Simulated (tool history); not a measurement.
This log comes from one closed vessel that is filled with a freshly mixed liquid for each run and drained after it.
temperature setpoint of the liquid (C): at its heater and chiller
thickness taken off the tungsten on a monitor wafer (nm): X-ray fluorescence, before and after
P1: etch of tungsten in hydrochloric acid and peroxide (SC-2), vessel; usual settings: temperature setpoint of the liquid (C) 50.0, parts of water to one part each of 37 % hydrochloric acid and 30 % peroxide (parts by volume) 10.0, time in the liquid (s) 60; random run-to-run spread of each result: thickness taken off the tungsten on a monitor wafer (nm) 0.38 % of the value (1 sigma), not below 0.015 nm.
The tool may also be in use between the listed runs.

| run | hour | temperature setpoint of the liquid (C) | parts of water to one part each of 37 % hydrochloric acid and 30 % peroxide (parts by volume) | time in the liquid (s) | hours since the thermometer was replaced | hours since the chemicals flow meter was replaced | hours since the drum of peroxide was connected | thickness taken off the tungsten on a monitor wafer (nm) |
|---|---|---|---|---|---|---|---|---|
| 1 | 2.8 | 50.0 | 10.0 | 60 | 1709.9 | 640.8 | 348.5 | 20.1940 |
| 2 | 7.2 | 37.5 | 10.0 | 60 | 1714.3 | 645.2 | 352.9 | 8.4447 |
| 3 | 10.2 | 50.0 | 10.0 | 60 | 1717.3 | 648.2 | 355.9 | 20.3170 |
| 4 | 12.3 | 50.0 | 10.0 | 30 | 1719.4 | 650.3 | 358.0 | 10.0890 |
| 5 | 15.9 | 35.0 | 10.0 | 30 | 1723.0 | 653.9 | 361.6 | 3.5524 |
| 6 | 19.0 | 50.0 | 10.0 | 60 | 1726.1 | 657.0 | 364.7 | 20.2720 |
| 7 | 21.3 | 50.0 | 17.0 | 60 | 1728.4 | 659.3 | 367.0 | 12.7590 |
| 8 | 23.7 | 63.0 | 10.0 | 60 | 1730.8 | 661.7 | 369.4 | 46.6090 |
| 9 | 27.8 | 50.0 | 10.0 | 110 | 1734.9 | 665.8 | 373.5 | 37.0610 |
| 10 | 29.8 | 50.0 | 13.5 | 100 | 1736.9 | 667.8 | 375.5 | 26.1120 |
| 11 | 32.0 | 50.0 | 4.0 | 60 | 1739.1 | 670.0 | 377.7 | 40.6180 |
| 12 | 35.4 | 50.0 | 10.0 | 60 | 1742.5 | 673.4 | 381.1 | 20.3080 |
| 13 | 38.6 | 50.0 | 10.0 | 60 | 1745.7 | 676.6 | 384.3 | 20.2810 |
| 14 | 41.4 | 50.0 | 10.0 | 60 | 1748.5 | 679.4 | 387.1 | 19.3250 |
| 15 | 45.1 | 50.0 | 10.0 | 60 | 1752.2 | 683.1 | 390.8 | 18.7080 |
| 16 | 48.9 | 50.0 | 10.0 | 60 | 1756.0 | 686.9 | 394.6 | 18.5340 |
|  | 51.5 | new drum of peroxide connected |
| 17 | 53.2 | 50.0 | 10.0 | 60 | 1760.3 | 691.2 | 1.8 | 18.2830 |
| 18 | 55.6 | 50.0 | 10.0 | 60 | 1762.7 | 693.6 | 4.2 | 18.1670 |
| 19 | 57.6 | 50.0 | 10.0 | 60 | 1764.7 | 695.6 | 6.2 | 18.0730 |

Compared with where it was, what P1 gives has crept away. Each cause listed below fits the log as well as the rest, at the size given for it:
A: liquid colder than its thermometer reads (K) = 1.58
B: chemicals flow below the setpoint (%) = 11.8
The process output started creeping at around hour 38.6.
All other causes, with the reason each is excluded:
peroxide weaker than its label (%): serviced at hour 51.5, which brought nothing back

The list below offers 4 check runs, each averaging the results of 2 wafers, and shows each result as a question mark. For which of them would the listed causes give clearly different results?
| check 1 | 59.6 | 50.0 | 4.0 | 60 |  |  |  | ? |
| check 2 | 59.6 | 37.5 | 16.5 | 60 |  |  |  | ? |
| check 3 | 59.6 | 38.5 | 15.5 | 60 |  |  |  | ? |
| check 4 | 59.6 | 50.0 | 10.0 | 105 |  |  |  | ? |

How each check would come out, cause by cause:
| check | result | if A | if B |
|---|---|---|---|
| check 1 | thickness taken off the tungsten on a monitor wafer (nm) | 36.4490 | 37.2020 |
| check 2 | thickness taken off the tungsten on a monitor wafer (nm) | 4.9244 | 4.9336 |
| check 3 | thickness taken off the tungsten on a monitor wafer (nm) | 5.5981 | 5.6084 |
| check 4 | thickness taken off the tungsten on a monitor wafer (nm) | 31.8930 | 31.8980 |
Separation of the two closest causes in each check, using whichever result separates them best: check 1 2.05 %; check 2 0.19 %; check 3 0.18 %; check 4 0.02 %
Only in check 1 would the causes give clearly different results; in the remaining checks their results would be nearly the same.

Then check 1 was run and gave: thickness taken off the tungsten on a monitor wafer (nm) 36.3940. Which cause is it?

Of the candidate causes, it is A: liquid colder than its thermometer reads (K).

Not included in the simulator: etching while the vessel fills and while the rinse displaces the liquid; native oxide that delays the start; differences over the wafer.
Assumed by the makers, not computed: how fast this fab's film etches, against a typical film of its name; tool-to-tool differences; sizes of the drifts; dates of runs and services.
